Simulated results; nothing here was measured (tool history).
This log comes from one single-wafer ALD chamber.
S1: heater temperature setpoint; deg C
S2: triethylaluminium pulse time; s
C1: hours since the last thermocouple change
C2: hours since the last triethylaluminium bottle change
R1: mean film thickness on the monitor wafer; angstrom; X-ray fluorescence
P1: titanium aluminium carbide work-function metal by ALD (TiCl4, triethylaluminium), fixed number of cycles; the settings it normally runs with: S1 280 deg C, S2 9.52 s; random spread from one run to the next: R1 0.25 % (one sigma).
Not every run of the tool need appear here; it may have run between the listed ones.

| run | hour | S1 | S2 | C1 | C2 | R1 |
|---|---|---|---|---|---|---|
| 1 | 15.5 | 280 | 9.52 | 327.2 | 658.4 | 18.45 |
| 2 | 23.7 | 280 | 4.07 | 335.4 | 666.6 | 14.565 |
| 3 | 35.1 | 303 | 13.66 | 346.8 | 678 | 21.025 |
| 4 | 43.2 | 280 | 9.52 | 354.9 | 686.1 | 18.554 |
|  | 53.7 | triethylaluminium bottle replaced |
| 5 | 54.6 | 280 | 14.55 | 366.3 | 1 | 19.149 |
| 6 | 65.9 | 280 | 9.52 | 377.6 | 12.3 | 18.465 |
| 7 | 75.1 | 261 | 6.02 | 386.8 | 21.5 | 15.335 |
| 8 | 82.5 | 280 | 9.52 | 394.2 | 28.9 | 18.531 |
| 9 | 95.6 | 266 | 9.52 | 407.3 | 42 | 17.312 |
| 10 | 110.7 | 302 | 9.52 | 422.4 | 57.1 | 20.526 |
| 11 | 120.6 | 280 | 9.52 | 432.3 | 67 | 18.497 |
| 12 | 129 | 295 | 5.62 | 440.7 | 75.4 | 17.67 |
| 13 | 142.4 | 280 | 9.52 | 454.1 | 88.8 | 18.462 |
| 14 | 157.3 | 280 | 9.52 | 469 | 103.7 | 18.484 |
| 15 | 168.3 | 280 | 9.52 | 480 | 114.7 | 18.316 |

For run 16, what comes out?
| 16 | 177 | 280 | 9.52 | 488.7 | 123.4 | ? |

{"run 16": {"R1": 18.372}}
